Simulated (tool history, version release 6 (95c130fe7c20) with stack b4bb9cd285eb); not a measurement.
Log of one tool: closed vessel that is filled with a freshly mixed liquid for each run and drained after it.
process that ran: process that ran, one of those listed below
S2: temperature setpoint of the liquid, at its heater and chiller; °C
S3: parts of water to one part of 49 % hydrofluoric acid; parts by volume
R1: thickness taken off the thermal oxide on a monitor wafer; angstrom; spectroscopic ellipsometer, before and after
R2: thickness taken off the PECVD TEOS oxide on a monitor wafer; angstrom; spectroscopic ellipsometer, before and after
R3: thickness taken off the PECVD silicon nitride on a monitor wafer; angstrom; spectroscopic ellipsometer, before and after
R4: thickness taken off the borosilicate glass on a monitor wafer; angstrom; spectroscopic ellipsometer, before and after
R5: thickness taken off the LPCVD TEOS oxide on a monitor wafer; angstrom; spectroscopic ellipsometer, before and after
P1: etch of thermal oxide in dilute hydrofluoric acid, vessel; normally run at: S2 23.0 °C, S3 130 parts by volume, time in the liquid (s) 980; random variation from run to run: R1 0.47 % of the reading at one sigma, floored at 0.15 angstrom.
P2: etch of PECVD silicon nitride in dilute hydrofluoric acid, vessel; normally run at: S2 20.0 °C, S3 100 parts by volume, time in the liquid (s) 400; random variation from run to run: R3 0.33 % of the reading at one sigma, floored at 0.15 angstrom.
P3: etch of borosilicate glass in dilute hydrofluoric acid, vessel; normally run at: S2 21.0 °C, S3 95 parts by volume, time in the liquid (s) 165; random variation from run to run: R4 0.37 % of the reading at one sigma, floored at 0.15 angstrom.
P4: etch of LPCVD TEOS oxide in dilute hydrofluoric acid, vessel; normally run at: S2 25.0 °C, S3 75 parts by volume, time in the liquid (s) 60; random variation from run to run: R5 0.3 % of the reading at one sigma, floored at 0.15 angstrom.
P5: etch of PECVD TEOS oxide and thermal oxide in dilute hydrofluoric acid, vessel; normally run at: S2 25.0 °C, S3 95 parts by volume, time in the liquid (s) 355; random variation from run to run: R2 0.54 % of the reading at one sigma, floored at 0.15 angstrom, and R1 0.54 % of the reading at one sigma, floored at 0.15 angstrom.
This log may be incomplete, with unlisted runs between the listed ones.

{"run": 1, "hour": 5.1, "process that ran": "P1", "S2": 23.0, "S3": 130, "time in the liquid (s)": 980, "R1": 341.91}
{"run": 2, "hour": 9.1, "process that ran": "P5", "S2": 25.0, "S3": 95, "time in the liquid (s)": 355, "R1": 175.93, "R2": 412.55}
{"run": 3, "hour": 14.3, "process that ran": "P2", "S2": 20.0, "S3": 20, "time in the liquid (s)": 400, "R3": 412.66}
{"run": 4, "hour": 17.2, "process that ran": "P1", "S2": 23.0, "S3": 130, "time in the liquid (s)": 980, "R1": 344.58}
{"run": 5, "hour": 22.3, "process that ran": "P1", "S2": 23.0, "S3": 130, "time in the liquid (s)": 980, "R1": 342.88}
{"run": 6, "hour": 26.5, "process that ran": "P5", "S2": 19.5, "S3": 95, "time in the liquid (s)": 355, "R1": 142.88, "R2": 333.34}
{"run": 7, "hour": 29.5, "process that ran": "P3", "S2": 21.0, "S3": 95, "time in the liquid (s)": 45, "R4": 148.58}
{"run": 8, "hour": 34.6, "process that ran": "P4", "S2": 25.0, "S3": 20, "time in the liquid (s)": 60, "R5": 1155.6}
{"run": 9, "hour": 37.9, "process that ran": "P1", "S2": 23.0, "S3": 130, "time in the liquid (s)": 980, "R1": 342.75}
{"run": 10, "hour": 41.5, "process that ran": "P1", "S2": 23.0, "S3": 45, "time in the liquid (s)": 980, "R1": 1095.4}
{"run": 11, "hour": 45.6, "process that ran": "P4", "S2": 32.5, "S3": 75, "time in the liquid (s)": 60, "R5": 381.6}
{"run": 12, "hour": 48.4, "process that ran": "P3", "S2": 21.0, "S3": 95, "time in the liquid (s)": 165, "R4": 551.99}
{"run": 13, "hour": 52.0, "process that ran": "P1", "S2": 27.5, "S3": 130, "time in the liquid (s)": 980, "R1": 408.21}
{"run": 14, "hour": 54.4, "process that ran": "P1", "S2": 23.0, "S3": 130, "time in the liquid (s)": 980, "R1": 340.06}
{"run": 15, "hour": 57.5, "process that ran": "P1", "S2": 23.0, "S3": 130, "time in the liquid (s)": 325, "R1": 112.65}
{"run": 16, "hour": 62.0, "process that ran": "P1", "S2": 23.0, "S3": 130, "time in the liquid (s)": 1605, "R1": 561.91}
{"run": 17, "hour": 67.4, "process that ran": "P1", "S2": 19.0, "S3": 175, "time in the liquid (s)": 980, "R1": 209.99}
{"run": 18, "hour": 72.6, "process that ran": "P1", "S2": 23.0, "S3": 130, "time in the liquid (s)": 980, "R1": 343.19}
{"run": 19, "hour": 75.5, "process that ran": "P2", "S2": 20.0, "S3": 100, "time in the liquid (s)": 670, "R3": 146.02}
{"run": 20, "hour": 79.7, "process that ran": "P3", "S2": 17.0, "S3": 95, "time in the liquid (s)": 165, "R4": 466.04}
{"run": 21, "hour": 84.5, "process that ran": "P1", "S2": 23.0, "S3": 130, "time in the liquid (s)": 980, "R1": 340.52}
{"run": 22, "hour": 89.5, "process that ran": "P1", "S2": 29.5, "S3": 85, "time in the liquid (s)": 980, "R1": 708.72}
{"run": 23, "hour": 93.6, "process that ran": "P1", "S2": 19.0, "S3": 130, "time in the liquid (s)": 980, "R1": 292.14}
{"run": 24, "hour": 97.7, "process that ran": "P2", "S2": 28.0, "S3": 100, "time in the liquid (s)": 400, "R3": 147.71}
{"run": 25, "hour": 101.4, "process that ran": "P5", "S2": 25.0, "S3": 95, "time in the liquid (s)": 715, "R1": 363.41, "R2": 833.78}
{"run": 26, "hour": 106.6, "process that ran": "P2", "S2": 20.0, "S3": 100, "time in the liquid (s)": 400, "R3": 87.699}
{"run": 27, "hour": 109.6, "process that ran": "P1", "S2": 23.0, "S3": 210, "time in the liquid (s)": 980, "R1": 193.85}
{"run": 28, "hour": 114.6, "process that ran": "P4", "S2": 25.0, "S3": 75, "time in the liquid (s)": 60, "R5": 287.37}
{"hour": 118.8, "done": "thermometer replaced"}
{"run": 29, "hour": 119.9, "process that ran": "P3", "S2": 21.0, "S3": 95, "time in the liquid (s)": 165, "R4": 552.35}
{"run": 30, "hour": 124.9, "process that ran": "P4", "S2": 25.0, "S3": 75, "time in the liquid (s)": 60, "R5": 288.02}
{"run": 31, "hour": 128.9, "process that ran": "P3", "S2": 21.0, "S3": 170, "time in the liquid (s)": 165, "R4": 283.46}
{"run": 32, "hour": 133.9, "process that ran": "P4", "S2": 25.0, "S3": 75, "time in the liquid (s)": 30, "R5": 142.68}
{"run": 33, "hour": 138.4, "process that ran": "P5", "S2": 25.0, "S3": 165, "time in the liquid (s)": 355, "R1": 93.954, "R2": 217.78}
{"run": 34, "hour": 141.5, "process that ran": "P1", "S2": 23.0, "S3": 130, "time in the liquid (s)": 980, "R1": 343.0}
{"run": 35, "hour": 144.4, "process that ran": "P1", "S2": 23.0, "S3": 130, "time in the liquid (s)": 980, "R1": 334.84}

What will run 36 give?
{"run": 36, "hour": 148.6, "process that ran": "P1", "S2": 23.0, "S3": 130, "time in the liquid (s)": 980, "R1": "?"}

Run 36 came out at R1 325.500 angstrom.
